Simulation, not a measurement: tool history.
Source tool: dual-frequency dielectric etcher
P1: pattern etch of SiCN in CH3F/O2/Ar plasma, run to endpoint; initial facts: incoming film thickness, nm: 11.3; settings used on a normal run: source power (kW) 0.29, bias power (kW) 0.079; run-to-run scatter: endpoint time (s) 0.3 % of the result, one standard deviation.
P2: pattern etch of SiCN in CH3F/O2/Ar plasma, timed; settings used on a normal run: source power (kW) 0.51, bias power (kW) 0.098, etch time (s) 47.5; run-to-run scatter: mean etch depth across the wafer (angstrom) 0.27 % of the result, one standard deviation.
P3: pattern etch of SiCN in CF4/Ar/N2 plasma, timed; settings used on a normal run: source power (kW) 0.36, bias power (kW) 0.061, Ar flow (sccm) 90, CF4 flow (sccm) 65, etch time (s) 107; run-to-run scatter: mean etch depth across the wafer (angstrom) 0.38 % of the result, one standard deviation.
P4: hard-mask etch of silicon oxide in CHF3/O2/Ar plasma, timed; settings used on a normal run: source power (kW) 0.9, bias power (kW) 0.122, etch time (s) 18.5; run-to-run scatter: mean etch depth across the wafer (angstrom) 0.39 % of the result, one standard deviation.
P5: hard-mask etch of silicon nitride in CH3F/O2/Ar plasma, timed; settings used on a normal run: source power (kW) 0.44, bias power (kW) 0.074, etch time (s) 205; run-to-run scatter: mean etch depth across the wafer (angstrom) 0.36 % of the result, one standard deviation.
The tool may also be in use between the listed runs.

run,hour,process that ran,source power (kW),bias power (kW),etch time (s),Ar flow (sccm),CF4 flow (sccm),endpoint time (s),mean etch depth across the wafer (angstrom)
1,10.5,P1,0.29,0.079,,,,33.145,
2,18.1,P4,0.9,0.146,18.5,,,,409.5
3,28.3,P1,0.29,0.079,,,,33.033,
4,39,P4,0.9,0.122,18.5,,,,389.25
5,44.9,P5,0.27,0.074,205,,,,1281.2
6,50.5,P2,0.51,0.098,47.5,,,,225.11
7,56.3,P3,0.36,0.061,107,90,39,,666.19
8,64.1,P1,0.29,0.102,,,,30.137,
9,74.4,P1,0.22,0.079,,,,36.749,
10,81.7,P3,0.36,0.061,107,90,65,,723.66
11,91,P4,0.9,0.122,10.5,,,,220.48
12,97.9,P3,0.36,0.08,107,90,65,,798.15
13,107.8,P4,0.9,0.122,18.5,,,,387.53
14,112.7,P4,1.18,0.122,18.5,,,,433.74
15,118.8,P1,0.29,0.063,,,,36.026,
16,127.9,P5,0.44,0.046,205,,,,1311.8
17,134,P3,0.36,0.061,151.5,90,65,,1023.9
18,140.2,P1,0.36,0.079,,,,30.674,
19,148.1,P5,0.44,0.074,205,,,,1544.7
20,158.4,P1,0.38,0.047,,,,35.944,
# hour 159.3: bias power generator calibrated
21,165.3,P2,0.51,0.058,47.5,,,,188.31
22,170.6,P2,0.51,0.098,47.5,,,,225.72
23,179.8,P3,0.51,0.061,107,90,65,,986.75
24,186.7,P2,0.69,0.098,47.5,,,,253.48
25,194,P2,0.51,0.098,35,,,,166.02
26,202.4,P5,0.44,0.074,123.5,,,,923.16
27,208.9,P1,0.29,0.079,,,,33.212,
28,218.1,P1,0.29,0.079,,,,33.265,
29,224,P3,0.36,0.061,107,108,65,,702.95
30,230.8,P1,0.29,0.079,,,,33.15,
31,236.2,P1,0.29,0.079,,,,33.094,
32,246.2,P1,0.29,0.079,,,,32.896,
33,251.6,P1,0.29,0.079,,,,33.008,
# hour 258.4: wet clean of the chamber
34,260.9,P1,0.29,0.079,,,,32.858,
35,270.6,P1,0.29,0.079,,,,32.646,
36,279.3,P1,0.29,0.079,,,,32.662,

What will run 37 give?
37,288.6,P1,0.29,0.079,,,,?,

For run 37 the tool returned endpoint time (s) 32.744.
